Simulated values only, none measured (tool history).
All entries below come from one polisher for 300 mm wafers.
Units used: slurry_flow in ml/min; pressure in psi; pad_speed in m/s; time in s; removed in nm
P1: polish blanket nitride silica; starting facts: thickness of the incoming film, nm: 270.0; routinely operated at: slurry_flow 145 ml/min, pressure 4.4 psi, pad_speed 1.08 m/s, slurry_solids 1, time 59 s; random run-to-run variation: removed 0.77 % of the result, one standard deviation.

run,day,slurry_flow,pressure,pad_speed,slurry_solids,time,wafers polished on this pad,hours since the slurry nozzle was cleaned,hours since the head pressure was calibrated,hours since the slurry blender was calibrated,hours since the conditioning disc was replaced,removed
1,0.5,145,4.4,1.08,1,59,339,332,404.4,131.8,353.9,42.073
2,0.85,145,4.4,0.5,1,59,389,340.4,412.8,140.2,362.3,23.187
3,1.15,145,4.4,1.08,1,59,431,347.6,420,147.4,369.5,42.663
4,1.696,145,4.4,1.08,1,59,508,360.7,433.1,160.5,382.6,42.35
5,2.158,145,4.4,0.48,1,78,573,371.8,444.2,171.6,393.7,29.353
6,2.754,145,6.3,1.08,1,59,657,386.1,458.5,185.9,408,60.503
7,3.283,145,4.4,1.08,1,27,732,398.8,471.2,198.6,420.7,19.339
8,3.879,145,4.4,1.08,1,59,816,413.1,485.5,212.9,435,42.142
# day 3.888: slurry blender recalibrated
9,4.179,145,4.4,1.42,1,59,858,420.3,492.7,7.1,442.2,52.353
10,4.679,145,4.4,1.08,1.3,59,929,432.3,504.7,19.1,454.2,47.028
11,4.954,85,4.4,1.08,1,59,968,438.9,511.3,25.7,460.8,37.81
12,5.217,225,4.4,1.08,1,59,1005,445.2,517.6,32,467.1,45.138
13,5.679,145,4.4,1.08,1,59,1070,456.3,528.7,43.1,478.2,42.365
# day 6.071: conditioning disc replaced and pad reconditioned
14,6.112,145,2.8,1.08,1,90,1131,466.7,539.1,53.5,1,41.128
15,6.7,145,4.4,1.08,1,89,1214,480.8,553.2,67.6,15.1,62.906
16,6.992,145,4.4,1.08,0.7,59,1255,487.8,560.2,74.6,22.1,35.372
17,7.275,145,4.4,1.08,1,59,1295,494.6,567,81.4,28.9,42.14
18,7.729,145,2.1,1.08,1,59,1359,505.5,577.9,92.3,39.8,20.289
19,8.304,145,4.4,1.08,1,59,1440,519.3,591.7,106.1,53.6,42.301
20,8.796,145,4.4,1.08,1,59,1510,531.1,603.5,117.9,65.4,42.083
21,9.254,145,4.4,1.08,1,59,1574,542.1,614.5,128.9,76.4,39.771
22,9.546,145,4.4,1.08,1,59,1616,549.1,621.5,135.9,83.4,40.081
23,9.896,145,4.4,1.08,1,59,1665,557.5,629.9,144.3,91.8,39.687
# day 10.062: slurry blender recalibrated
24,10.208,145,4.4,1.08,1,59,1709,565,637.4,3.6,99.3,39.193
# day 10.279: worn pad replaced by a new one
# day 10.379: conditioning disc replaced and pad reconditioned
25,10.642,145,4.4,1.08,1,59,51,575.4,647.8,14,6.3,39.398
26,11.029,145,4.4,1.08,1,59,106,584.7,657.1,23.3,15.6,38.781
27,11.6,145,4.4,1.08,1,59,186,598.4,670.8,37,29.3,38.603

Predict the results of run 28:
28,12.167,145,4.4,1.08,1,59,266,612,684.4,50.6,42.9,?

removed: 38.148 nm

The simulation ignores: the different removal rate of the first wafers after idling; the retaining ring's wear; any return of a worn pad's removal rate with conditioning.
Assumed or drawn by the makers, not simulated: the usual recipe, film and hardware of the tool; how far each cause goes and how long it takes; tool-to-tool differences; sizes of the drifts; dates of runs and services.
